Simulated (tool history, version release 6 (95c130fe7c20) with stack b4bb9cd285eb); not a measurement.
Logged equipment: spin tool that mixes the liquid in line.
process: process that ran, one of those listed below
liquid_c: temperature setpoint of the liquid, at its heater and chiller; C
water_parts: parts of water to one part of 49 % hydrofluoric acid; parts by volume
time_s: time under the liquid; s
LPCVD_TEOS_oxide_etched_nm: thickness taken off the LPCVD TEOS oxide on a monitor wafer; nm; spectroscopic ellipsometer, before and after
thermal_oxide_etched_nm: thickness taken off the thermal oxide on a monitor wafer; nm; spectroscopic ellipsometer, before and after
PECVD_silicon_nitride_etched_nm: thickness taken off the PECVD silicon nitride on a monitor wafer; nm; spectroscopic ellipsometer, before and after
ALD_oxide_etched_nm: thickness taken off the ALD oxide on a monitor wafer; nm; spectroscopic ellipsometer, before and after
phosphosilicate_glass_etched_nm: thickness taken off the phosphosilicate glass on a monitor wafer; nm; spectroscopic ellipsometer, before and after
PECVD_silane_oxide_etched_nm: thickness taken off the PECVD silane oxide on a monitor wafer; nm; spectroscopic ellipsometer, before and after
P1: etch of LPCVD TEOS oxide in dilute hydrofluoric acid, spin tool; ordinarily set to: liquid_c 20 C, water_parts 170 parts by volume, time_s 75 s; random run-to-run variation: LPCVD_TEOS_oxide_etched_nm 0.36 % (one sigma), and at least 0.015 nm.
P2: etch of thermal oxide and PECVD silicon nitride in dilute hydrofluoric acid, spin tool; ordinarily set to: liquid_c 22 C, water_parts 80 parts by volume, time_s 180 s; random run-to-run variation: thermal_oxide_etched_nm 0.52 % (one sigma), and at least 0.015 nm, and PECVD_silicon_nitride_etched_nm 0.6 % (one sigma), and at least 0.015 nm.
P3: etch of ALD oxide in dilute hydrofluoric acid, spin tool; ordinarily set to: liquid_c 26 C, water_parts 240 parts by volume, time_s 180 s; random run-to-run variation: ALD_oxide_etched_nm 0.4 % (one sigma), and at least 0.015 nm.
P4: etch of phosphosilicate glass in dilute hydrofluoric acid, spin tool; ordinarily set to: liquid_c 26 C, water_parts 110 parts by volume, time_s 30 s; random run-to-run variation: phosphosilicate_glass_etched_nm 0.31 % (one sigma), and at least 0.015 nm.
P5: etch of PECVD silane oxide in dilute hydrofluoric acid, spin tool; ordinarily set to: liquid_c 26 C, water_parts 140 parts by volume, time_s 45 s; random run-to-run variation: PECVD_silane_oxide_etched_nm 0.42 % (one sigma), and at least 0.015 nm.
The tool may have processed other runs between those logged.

run   hour  process  liquid_c  water_parts  time_s  LPCVD_TEOS_oxide_etched_nm  thermal_oxide_etched_nm  PECVD_silicon_nitride_etched_nm  ALD_oxide_etched_nm  phosphosilicate_glass_etched_nm  PECVD_silane_oxide_etched_nm
  1      7       P1        20          170      75                      14.221
  2   15.9       P2        17           80     180                                                8.196                           2.3085
  3   22.8       P2        22           20     180                                               43.281                           12.498
  4   28.1       P3        26          240     180                                                                                                      14.23
  5   35.5       P1        20          170      75                      14.211
  6   40.7       P1        20          170      75                      14.101
  7   47.9       P2        22           80     180                                               10.065                           3.2638
  8   57.5       P1        20          170      75                      14.259
  9   63.5       P1        20          170     130                      24.819
 10   69.6       P2        22           80     295                                               16.634                           5.3348
 11   77.5       P1        20          170      75                      14.265
 12   85.2       P1        20          110      25                      7.8145
 13   95.4       P4        26          170      30                                                                                                                                      29.055
 14  104.4       P1        20           80      75                       33.23
 15  110.1       P1        20          170      75                      14.268
 16    118       P1        20          170      15                      2.8711
 17  124.1       P3        26          410     180                                                                                                     7.0251
 18  131.8       P1        20          295      75                      7.2759
 19  139.2       P3        26          240     180                                                                                                     14.197
 20  149.7       P1        20          170      75                      14.288
 21  159.7       P1        20          290     115                      11.391
 22  167.2       P4        26          110      60                                                                                                                                      96.339
 23  174.5       P4        21          110      30                                                                                                                                      39.657
 24  185.2       P4        26          110      30                                                                                                                                      48.459
 25  190.4       P1        24          170      75                      16.674
 26  199.1       P3        26          240     295                                                                                                     23.242
 27  205.9       P5        26          140      45                                                                                                                                                                    16.224
 28  216.4       P1      25.5          170      35                      8.1202
 29  223.1       P2        22           80     180                                               9.9793                           3.1959
 30    230       P5      21.5          140      45                                                                                                                                                                    13.593
 31  236.4       P5        26           60      45                                                                                                                                                                    42.124
 32  241.3       P4        26          110      30                                                                                                                                      48.482
 33    247       P1        17          170      75                      12.559
 34  254.4       P3      17.5          240     180                                                                                                     10.371
 35  260.1       P5        26          140      15                                                                                                                                                                    5.3892
 36  269.5       P1        20          170      75                      14.224
 37    275       P1        20          170      75                      14.501
 38  280.9       P1        20          170      75                      14.723
 39  286.8       P1        20          170      75                      14.887
 40  295.7       P1        20          170      75                      15.116
 41  305.3       P1        20          170      75                      15.216
 42  312.8       P1        20          170      75                        15.3
 43  321.5       P1        20          170      75                      15.375
 44  328.3       P1        20          170      75                      15.481
 45    337       P1        20          170      75                      15.448
 46  347.8       P1        20          170      75                      15.562
 47  356.1       P1        20          170      75                       15.57

P1 has crept away from where it was. The log is fitted equally well by each of these 2 causes, at the sizes shown:
A: hydrofluoric acid flow above the setpoint (%) = 7.72
B: liquid hotter than its thermometer reads (K) = 2.24
The drift started at roughly hour 269.5.

Below are 4 check runs, each on a single wafer, with their results shown as question marks. Which of them would tell the listed causes apart, meaning the causes would give clearly different results under it?
check 1  364.4       P4        26          165      55                                                                                                                                           ?
check 2  364.4       P5        22          140      15                                                                                                                                                                         ?
check 3  364.4       P2        22           20     285                                                    ?                                ?
check 4  364.4       P3      18.5          240     180                                                                                                          ?

Predicted outcomes, by check and by cause:
  check                           result    if A    if B
check 1  phosphosilicate_glass_etched_nm  60.304  59.922
check 2     PECVD_silane_oxide_etched_nm  5.0603  5.0678
check 3          thermal_oxide_etched_nm  74.551  75.993
check 3  PECVD_silicon_nitride_etched_nm  21.235  23.097
check 4              ALD_oxide_etched_nm  11.742   11.68
Distance between the nearest two causes, measured in the result of the check that separates them most: check 1 0.64 %; check 2 0.15 %; check 3 8.41 %; check 4 0.53 %
Only check 3 tells the causes apart: in the others they would give nearly the same result.

Check 3 has now been run. It gave: thermal_oxide_etched_nm 74.119 nm; PECVD_silicon_nitride_etched_nm 21.203 nm. Which of the candidate causes is it?

Of the candidate causes, it is A: hydrofluoric acid flow above the setpoint (%).
